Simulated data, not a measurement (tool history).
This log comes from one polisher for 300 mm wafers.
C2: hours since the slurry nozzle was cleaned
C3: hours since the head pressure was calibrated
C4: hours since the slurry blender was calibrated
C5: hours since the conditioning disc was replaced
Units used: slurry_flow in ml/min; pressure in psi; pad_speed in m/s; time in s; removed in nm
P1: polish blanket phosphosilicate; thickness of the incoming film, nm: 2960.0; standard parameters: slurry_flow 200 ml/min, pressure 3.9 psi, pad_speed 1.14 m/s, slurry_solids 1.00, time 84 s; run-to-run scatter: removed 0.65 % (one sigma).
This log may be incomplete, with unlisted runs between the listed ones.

Run 1, day 0.338: slurry_flow 200 ml/min, pressure 3.9 psi, pad_speed 1.14 m/s, slurry_solids 1.00, time 84 s; wafers polished on this pad 869; C2 364.5; C3 669.6; C4 86.1; C5 189.5. Result: removed 809.70 nm.
Run 2, day 0.688: slurry_flow 200 ml/min, pressure 3.9 psi, pad_speed 1.14 m/s, slurry_solids 1.00, time 84 s; wafers polished on this pad 978; C2 372.9; C3 678.0; C4 94.5; C5 197.9. Result: removed 812.31 nm.
Run 3, day 1.183: slurry_flow 200 ml/min, pressure 3.9 psi, pad_speed 0.52 m/s, slurry_solids 1.00, time 84 s; wafers polished on this pad 1132; C2 384.8; C3 689.9; C4 106.4; C5 209.8. Result: removed 431.29 nm.
Run 4, day 1.500: slurry_flow 275 ml/min, pressure 3.9 psi, pad_speed 1.14 m/s, slurry_solids 1.00, time 84 s; wafers polished on this pad 1230; C2 392.4; C3 697.5; C4 114.0; C5 217.4. Result: removed 831.82 nm.
Run 5, day 1.962: slurry_flow 200 ml/min, pressure 3.9 psi, pad_speed 1.14 m/s, slurry_solids 1.00, time 84 s; wafers polished on this pad 1374; C2 403.5; C3 708.6; C4 125.1; C5 228.5. Result: removed 812.18 nm.
Run 6, day 2.221: slurry_flow 200 ml/min, pressure 3.9 psi, pad_speed 1.14 m/s, slurry_solids 1.00, time 84 s; wafers polished on this pad 1455; C2 409.7; C3 714.8; C4 131.3; C5 234.7. Result: removed 806.25 nm.
Run 7, day 2.567: slurry_flow 200 ml/min, pressure 3.9 psi, pad_speed 1.14 m/s, slurry_solids 1.00, time 84 s; wafers polished on this pad 1562; C2 418.0; C3 723.1; C4 139.6; C5 243.0. Result: removed 802.90 nm.
Run 8, day 2.971: slurry_flow 130 ml/min, pressure 3.9 psi, pad_speed 1.14 m/s, slurry_solids 1.00, time 84 s; wafers polished on this pad 1688; C2 427.7; C3 732.8; C4 149.3; C5 252.7. Result: removed 760.02 nm.
Run 9, day 3.383: slurry_flow 200 ml/min, pressure 5.7 psi, pad_speed 1.14 m/s, slurry_solids 1.00, time 84 s; wafers polished on this pad 1817; C2 437.6; C3 742.7; C4 159.2; C5 262.6. Result: removed 1187.30 nm.
Run 10, day 3.600: slurry_flow 200 ml/min, pressure 3.9 psi, pad_speed 1.14 m/s, slurry_solids 1.00, time 111 s; wafers polished on this pad 1884; C2 442.8; C3 747.9; C4 164.4; C5 267.8. Result: removed 1054.20 nm.
At day 3.629: slurry nozzle cleaned.
Run 11, day 4.054: slurry_flow 200 ml/min, pressure 3.9 psi, pad_speed 1.14 m/s, slurry_solids 1.45, time 84 s; wafers polished on this pad 2025; C2 10.2; C3 758.8; C4 175.3; C5 278.7. Result: removed 952.46 nm.
Run 12, day 4.379: slurry_flow 200 ml/min, pressure 3.9 psi, pad_speed 1.76 m/s, slurry_solids 1.00, time 84 s; wafers polished on this pad 2126; C2 18.0; C3 766.6; C4 183.1; C5 286.5. Result: removed 1140.40 nm.
Run 13, day 4.783: slurry_flow 200 ml/min, pressure 3.9 psi, pad_speed 1.14 m/s, slurry_solids 0.70, time 84 s; wafers polished on this pad 2252; C2 27.7; C3 776.3; C4 192.8; C5 296.2. Result: removed 673.89 nm.
Run 14, day 5.221: slurry_flow 200 ml/min, pressure 3.9 psi, pad_speed 1.42 m/s, slurry_solids 1.25, time 84 s; wafers polished on this pad 2388; C2 38.2; C3 786.8; C4 203.3; C5 306.7. Result: removed 1062.90 nm.
At day 5.467: slurry blender recalibrated.
Run 15, day 5.504: slurry_flow 305 ml/min, pressure 3.9 psi, pad_speed 1.14 m/s, slurry_solids 0.70, time 84 s; wafers polished on this pad 2476; C2 45.0; C3 793.6; C4 0.9; C5 313.5. Result: removed 710.78 nm.
Run 16, day 5.867: slurry_flow 200 ml/min, pressure 3.9 psi, pad_speed 1.14 m/s, slurry_solids 1.00, time 40 s; wafers polished on this pad 2589; C2 53.7; C3 802.3; C4 9.6; C5 322.2. Result: removed 387.12 nm.
Run 17, day 6.342: slurry_flow 200 ml/min, pressure 2.2 psi, pad_speed 1.14 m/s, slurry_solids 1.00, time 84 s; wafers polished on this pad 2737; C2 65.1; C3 813.7; C4 21.0; C5 333.6. Result: removed 452.15 nm.
Run 18, day 6.808: slurry_flow 200 ml/min, pressure 3.9 psi, pad_speed 1.14 m/s, slurry_solids 1.00, time 84 s; wafers polished on this pad 2882; C2 76.3; C3 824.9; C4 32.2; C5 344.8. Result: removed 809.63 nm.
Run 19, day 7.092: slurry_flow 200 ml/min, pressure 3.9 psi, pad_speed 1.14 m/s, slurry_solids 1.00, time 84 s; wafers polished on this pad 2970; C2 83.1; C3 831.7; C4 39.0; C5 351.6. Result: removed 806.63 nm.
Run 20, day 7.575: slurry_flow 200 ml/min, pressure 3.9 psi, pad_speed 1.14 m/s, slurry_solids 1.00, time 84 s; wafers polished on this pad 3121; C2 94.7; C3 843.3; C4 50.6; C5 363.2. Result: removed 756.76 nm.
Run 21, day 8.054: slurry_flow 200 ml/min, pressure 3.9 psi, pad_speed 1.14 m/s, slurry_solids 1.00, time 84 s; wafers polished on this pad 3270; C2 106.2; C3 854.8; C4 62.1; C5 374.7. Result: removed 728.58 nm.
Run 22, day 8.496: slurry_flow 200 ml/min, pressure 3.9 psi, pad_speed 1.14 m/s, slurry_solids 1.00, time 84 s; wafers polished on this pad 3407; C2 116.8; C3 865.4; C4 72.7; C5 385.3. Result: removed 717.91 nm.
At day 8.517: head pressure recalibrated.
Run 23, day 8.850: slurry_flow 200 ml/min, pressure 3.9 psi, pad_speed 1.14 m/s, slurry_solids 1.00, time 84 s; wafers polished on this pad 3518; C2 125.3; C3 8.1; C4 81.2; C5 393.8. Result: removed 707.47 nm.
At day 9.112: conditioning disc replaced and pad reconditioned.
At day 9.121: slurry nozzle cleaned.
Run 24, day 9.271: slurry_flow 200 ml/min, pressure 3.9 psi, pad_speed 1.14 m/s, slurry_solids 1.00, time 84 s; wafers polished on this pad 3649; C2 3.6; C3 18.2; C4 91.3; C5 3.8. Result: removed 705.62 nm.
Run 25, day 9.554: slurry_flow 200 ml/min, pressure 3.9 psi, pad_speed 1.14 m/s, slurry_solids 1.00, time 84 s; wafers polished on this pad 3737; C2 10.4; C3 25.0; C4 98.1; C5 10.6. Result: removed 698.54 nm.
Run 26, day 9.779: slurry_flow 200 ml/min, pressure 3.9 psi, pad_speed 1.14 m/s, slurry_solids 1.00, time 84 s; wafers polished on this pad 3807; C2 15.8; C3 30.4; C4 103.5; C5 16.0. Result: removed 703.06 nm.
Run 27, day 10.250: slurry_flow 200 ml/min, pressure 3.9 psi, pad_speed 1.14 m/s, slurry_solids 1.00, time 84 s; wafers polished on this pad 3953; C2 27.1; C3 41.7; C4 114.8; C5 27.3. Result: removed 697.35 nm.

What P1 gives has crept away from where it was. These 2 causes fit the log equally well, each at the size given:
A: abrasive missing from the slurry, % = 25.7
B: removal rate lost through wear of the pad, % = 13.6
Creep in the process output first set in at about day 7.092.
All other causes, with the reason each is excluded:
slurry flow missing at the pad, %: its service at day 9.121 followed the start of the drift and did not put the process back to its old value
head's pressure below its setpoint, %: its service at day 8.517 followed the start of the drift and did not put the process back to its old value
time polished since the conditioner stopped cutting, s: its service at day 9.112 followed the start of the drift and did not put the process back to its old value

The 4 check runs listed below each average the results of 3 wafers, and their outcomes are marked with question marks. Under which run would the listed causes produce clearly different results?
Run check 1, day 10.721: slurry_flow 200 ml/min, pressure 3.9 psi, pad_speed 0.52 m/s, slurry_solids 1.00, time 84 s. Result: removed ?.
Run check 2, day 10.721: slurry_flow 200 ml/min, pressure 3.9 psi, pad_speed 0.84 m/s, slurry_solids 1.00, time 84 s. Result: removed ?.
Run check 3, day 10.721: slurry_flow 200 ml/min, pressure 3.9 psi, pad_speed 0.56 m/s, slurry_solids 1.00, time 48 s. Result: removed ?.
Run check 4, day 10.721: slurry_flow 200 ml/min, pressure 3.9 psi, pad_speed 1.70 m/s, slurry_solids 1.45, time 84 s. Result: removed ?.

If the cause were each of the candidates in turn, the checks would give the following:
  check   result     if A     if B
check 1  removed   372.94   372.88
check 2  removed   547.34   547.26
check 3  removed   226.12   226.09
check 4  removed  1150.90  1119.90
Smallest distance between any two causes, each pair judged by its most separating result, in per cent: check 1 0.02 %; check 2 0.02 %; check 3 0.02 %; check 4 2.73 %
Only in check 4 would the causes give clearly different results; in the remaining checks their results would be nearly the same.

The results of check 4 are: removed 1121.10 nm. Based on these, which of the listed causes is it?

Of the candidate causes, it is B: removal rate lost through wear of the pad, %.

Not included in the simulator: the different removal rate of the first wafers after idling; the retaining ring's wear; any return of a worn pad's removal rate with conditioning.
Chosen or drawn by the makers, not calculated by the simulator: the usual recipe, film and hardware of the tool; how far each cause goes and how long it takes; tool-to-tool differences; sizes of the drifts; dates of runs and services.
